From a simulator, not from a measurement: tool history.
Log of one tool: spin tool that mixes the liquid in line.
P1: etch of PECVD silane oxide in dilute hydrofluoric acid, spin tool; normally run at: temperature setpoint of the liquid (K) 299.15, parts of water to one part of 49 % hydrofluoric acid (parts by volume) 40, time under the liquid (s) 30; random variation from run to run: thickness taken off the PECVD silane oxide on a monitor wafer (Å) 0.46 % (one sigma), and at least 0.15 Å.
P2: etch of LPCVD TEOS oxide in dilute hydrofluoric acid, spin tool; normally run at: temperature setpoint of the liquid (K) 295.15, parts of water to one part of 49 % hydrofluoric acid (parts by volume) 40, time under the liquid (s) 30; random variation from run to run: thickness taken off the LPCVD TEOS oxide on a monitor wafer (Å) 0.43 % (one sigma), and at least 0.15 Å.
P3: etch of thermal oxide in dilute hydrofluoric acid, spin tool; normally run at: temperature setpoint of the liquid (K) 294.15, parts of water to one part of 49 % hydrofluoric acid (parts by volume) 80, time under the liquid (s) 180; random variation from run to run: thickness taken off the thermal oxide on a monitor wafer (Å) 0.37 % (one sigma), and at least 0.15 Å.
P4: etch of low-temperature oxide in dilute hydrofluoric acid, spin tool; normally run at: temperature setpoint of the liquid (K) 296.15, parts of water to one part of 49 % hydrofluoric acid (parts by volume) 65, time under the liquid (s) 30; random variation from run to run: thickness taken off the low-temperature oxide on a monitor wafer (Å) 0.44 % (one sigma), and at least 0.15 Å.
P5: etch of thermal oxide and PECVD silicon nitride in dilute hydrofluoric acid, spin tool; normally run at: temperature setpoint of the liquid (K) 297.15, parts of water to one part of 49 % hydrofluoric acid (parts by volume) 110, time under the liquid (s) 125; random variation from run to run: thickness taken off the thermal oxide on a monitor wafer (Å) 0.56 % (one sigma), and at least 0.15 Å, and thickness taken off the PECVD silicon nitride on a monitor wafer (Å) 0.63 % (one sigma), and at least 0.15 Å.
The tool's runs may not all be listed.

run	hour	process that ran	temperature setpoint of the liquid (K)	parts of water to one part of 49 % hydrofluoric acid (parts by volume)	time under the liquid (s)	hours since the thermometer was replaced	hours since the hydrofluoric acid flow meter was replaced	thickness taken off the PECVD silane oxide on a monitor wafer (Å)	thickness taken off the low-temperature oxide on a monitor wafer (Å)	thickness taken off the thermal oxide on a monitor wafer (Å)	thickness taken off the PECVD silicon nitride on a monitor wafer (Å)	thickness taken off the LPCVD TEOS oxide on a monitor wafer (Å)
1	5.2	P1	299.15	40	30	536	1384.4	282.88				
2	13.3	P1	299.15	40	30	544.1	1392.5	281.21				
3	18.4	P1	299.15	40	15	549.2	1397.6	140.59				
4	26.4	P1	293.65	40	30	557.2	1405.6	223.33				
5	35.4	P4	296.15	65	30	566.2	1414.6		112.91			
6	42.2	P5	302.15	110	125	573	1421.4			60.932	49.72	
7	49.4	P2	290.15	40	30	580.2	1428.6					101.53
8	58.7	P5	297.15	110	125	589.5	1437.9			50.766	36.099	
9	65.7	P4	296.15	65	30	596.5	1444.9		112.62			
10	76	P1	306.15	40	30	606.8	1455.2	370.75				
11	85.3	P1	299.15	40	30	616.1	1464.5	283.71				
12	94.5	P1	299.15	40	50	625.3	1473.7	472				
13	100.6	P4	291.65	65	30	631.4	1479.8		92.851			
14	108.6	P5	297.15	110	40	639.4	1487.8			16.262	11.423	
15	117.1	P1	299.15	20	30	647.9	1496.3	583.27				
16	125.1	P5	297.15	30	125	655.9	1504.3			205.62	130.31	
17	135.5	P1	299.15	40	30	666.3	1514.7	282.39				
18	146.2	P4	296.15	110	30	677	1525.4		62.715			
19	157.5	P2	295.15	20	30	688.3	1536.7					256.48
20	165.9	P3	294.15	80	180	696.7	1545.1			89.334		
21	176.7	P1	299.15	70	15	707.5	1555.9	77.974				
22	188.3	P3	294.15	80	180	719.1	1567.5			89.176		
23	200	P3	294.15	80	335	730.8	1579.2			165.79		
24	210.2	P5	297.15	110	125	741	1589.4			51.099	36.114	
25	219.2	P1	299.15	40	30	750	1598.4	282.02				
26	227.5	P1	299.15	75	30	758.3	1606.7	142.63				
27	237.5	P3	294.15	25	180	768.3	1616.7			305.83		
28	245.4	P1	295.65	70	30	776.2	1624.6	134.36				
29	254.8	P3	290.15	80	180	785.6	1634			75.882		
30	265.8	P4	296.15	65	50	796.6	1645		186.87			
31	273.8	P1	299.15	40	30	804.6	1653	282.58				
32	284.7	P2	295.15	40	30	815.5	1663.9					125.25
33	291.3	P2	295.15	40	60	822.1	1670.5					249.69
34	302.7	P1	299.15	40	30	833.5	1681.9	282.77				
35	310.3	P1	299.15	40	30	841.1	1689.5	272.98				
36	318.4	P1	299.15	40	30	849.2	1697.6	270.09				
37	329	P1	299.15	40	30	859.8	1708.2	263.22				
38	337.1	P1	299.15	40	30	867.9	1716.3	262.6				
39	346.8	P1	299.15	40	30	877.6	1726	261.86				
40	353	P1	299.15	40	30	883.8	1732.2	259.59				

What P1 gives has crept away from where it was. These 2 causes fit the log equally well, each at the size given:
A: liquid colder than its thermometer reads (K) = 1.94
B: hydrofluoric acid flow below the setpoint (%) = 7.23
The creep began at about hour 302.7.

4 check runs are offered, one wafer each, their results left as question marks. Which one tells the causes apart?
check 1	359.2	P4	296.15	105	40				?			
check 2	359.2	P3	290.15	40	180					?		
check 3	359.2	P5	297.15	30	65					?	?	
check 4	359.2	P2	292.15	40	30							?

What each check would give under each cause:
check	result	if A	if B
check 1	thickness taken off the low-temperature oxide on a monitor wafer (Å)	81.752	81.204
check 2	thickness taken off the thermal oxide on a monitor wafer (Å)	145.11	146.12
check 3	thickness taken off the thermal oxide on a monitor wafer (Å)	98.692	99.038
check 3	thickness taken off the PECVD silicon nitride on a monitor wafer (Å)	59.053	62.729
check 4	thickness taken off the LPCVD TEOS oxide on a monitor wafer (Å)	101.33	101.88
How far apart the two closest causes lie, in the result that separates them most: check 1 0.67 %; check 2 0.69 %; check 3 6.04 %; check 4 0.55 %
Check 3 tells the causes apart: in the others they would give nearly the same result.

Then check 3 was run and gave: thickness taken off the thermal oxide on a monitor wafer (Å) 98.758; thickness taken off the PECVD silicon nitride on a monitor wafer (Å) 62.601. Which cause is it?

It is B: hydrofluoric acid flow below the setpoint (%).
